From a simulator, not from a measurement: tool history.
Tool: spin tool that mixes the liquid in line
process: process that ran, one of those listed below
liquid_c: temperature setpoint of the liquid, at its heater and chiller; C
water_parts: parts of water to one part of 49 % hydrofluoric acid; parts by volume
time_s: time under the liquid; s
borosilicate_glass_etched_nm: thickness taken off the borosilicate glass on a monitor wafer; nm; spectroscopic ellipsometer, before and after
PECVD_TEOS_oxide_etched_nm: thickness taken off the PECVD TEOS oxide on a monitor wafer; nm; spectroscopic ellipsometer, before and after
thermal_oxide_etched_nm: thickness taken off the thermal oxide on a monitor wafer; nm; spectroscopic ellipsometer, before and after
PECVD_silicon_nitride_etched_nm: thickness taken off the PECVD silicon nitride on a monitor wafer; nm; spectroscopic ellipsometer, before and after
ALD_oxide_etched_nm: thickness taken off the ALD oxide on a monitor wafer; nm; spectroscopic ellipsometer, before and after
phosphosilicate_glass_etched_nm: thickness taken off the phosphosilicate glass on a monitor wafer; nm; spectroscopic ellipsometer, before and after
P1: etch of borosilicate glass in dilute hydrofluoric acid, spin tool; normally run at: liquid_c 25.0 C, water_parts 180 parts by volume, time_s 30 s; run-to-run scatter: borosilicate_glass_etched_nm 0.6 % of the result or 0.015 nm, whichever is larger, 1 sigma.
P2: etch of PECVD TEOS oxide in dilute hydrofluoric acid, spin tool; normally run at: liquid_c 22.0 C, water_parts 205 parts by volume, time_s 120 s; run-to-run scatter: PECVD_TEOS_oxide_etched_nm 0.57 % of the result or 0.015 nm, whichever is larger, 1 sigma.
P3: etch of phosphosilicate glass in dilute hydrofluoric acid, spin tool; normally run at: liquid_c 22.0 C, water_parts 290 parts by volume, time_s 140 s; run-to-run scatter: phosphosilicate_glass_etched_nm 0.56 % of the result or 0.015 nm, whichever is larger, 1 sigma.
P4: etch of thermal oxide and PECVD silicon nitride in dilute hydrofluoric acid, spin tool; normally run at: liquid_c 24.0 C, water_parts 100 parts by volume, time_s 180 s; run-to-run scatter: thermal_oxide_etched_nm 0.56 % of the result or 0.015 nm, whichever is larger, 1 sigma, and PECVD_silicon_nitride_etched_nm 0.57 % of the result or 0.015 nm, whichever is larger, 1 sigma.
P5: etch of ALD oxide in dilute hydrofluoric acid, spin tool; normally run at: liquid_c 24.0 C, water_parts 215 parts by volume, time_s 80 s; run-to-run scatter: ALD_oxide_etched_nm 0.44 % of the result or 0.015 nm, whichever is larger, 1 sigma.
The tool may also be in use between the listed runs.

run	hour	process	liquid_c	water_parts	time_s	hours since the thermometer was replaced	hours since the hydrofluoric acid flow meter was replaced	borosilicate_glass_etched_nm	PECVD_TEOS_oxide_etched_nm	thermal_oxide_etched_nm	PECVD_silicon_nitride_etched_nm	ALD_oxide_etched_nm	phosphosilicate_glass_etched_nm
1	14.2	P1	25.0	180	30	1666.4	411.4	6.2898					
2	27.1	P2	22.0	205	120	1679.3	424.3		6.8976				
3	44.4	P4	31.0	100	180	1696.6	441.6			11.09200	15.99900		
4	56.3	P4	24.0	180	180	1708.5	453.5			4.26820	5.67910		
5	71.9	P5	24.0	215	15	1724.1	469.1					1.1434	
6	84.1	P2	22.0	205	120	1736.3	481.3		6.9259				
7	101.8	P2	22.0	205	70	1754.0	499.0		4.0403				
8	116.2	P4	24.0	100	180	1768.4	513.4			8.50860	10.22200		
# hour 127.3: thermometer replaced
9	134.7	P1	17.0	180	30	7.5	531.9	4.5834					
10	152.5	P1	25.0	180	30	25.3	549.7	6.2458					
11	168.7	P3	26.5	290	140	41.5	565.9						35.1580
12	183.5	P2	22.0	370	120	56.3	580.7		3.2834				
13	196.3	P1	25.0	110	30	69.1	593.5	11.1000					
14	206.5	P1	25.0	55	45	79.3	603.7	35.4960					
15	225.2	P1	25.0	300	30	98.0	622.4	3.3667					
16	240.8	P3	22.0	290	140	113.6	638.0						30.1290
17	257.5	P2	30.0	205	120	130.3	654.7		9.2478				
18	267.3	P5	17.5	215	80	140.1	664.5					4.8236	
19	280.7	P1	25.0	180	30	153.5	677.9	6.2454					
20	291.3	P1	25.0	180	15	164.1	688.5	3.1242					
21	307.3	P3	22.0	290	25	180.1	704.5						5.4092
22	322.0	P5	24.0	365	80	194.8	719.2					3.1227	
# hour 335.0: hydrofluoric acid flow meter replaced
23	340.0	P1	25.0	180	55	212.8	5.0	11.4640					
24	352.5	P1	25.0	180	30	225.3	17.5	6.2679					

Forecast run 25:
25	366.5	P4	24.0	100	15	239.3	31.5			?	?		

{"run 25": {"thermal_oxide_etched_nm": 0.71042, "PECVD_silicon_nitride_etched_nm": 0.84687}}

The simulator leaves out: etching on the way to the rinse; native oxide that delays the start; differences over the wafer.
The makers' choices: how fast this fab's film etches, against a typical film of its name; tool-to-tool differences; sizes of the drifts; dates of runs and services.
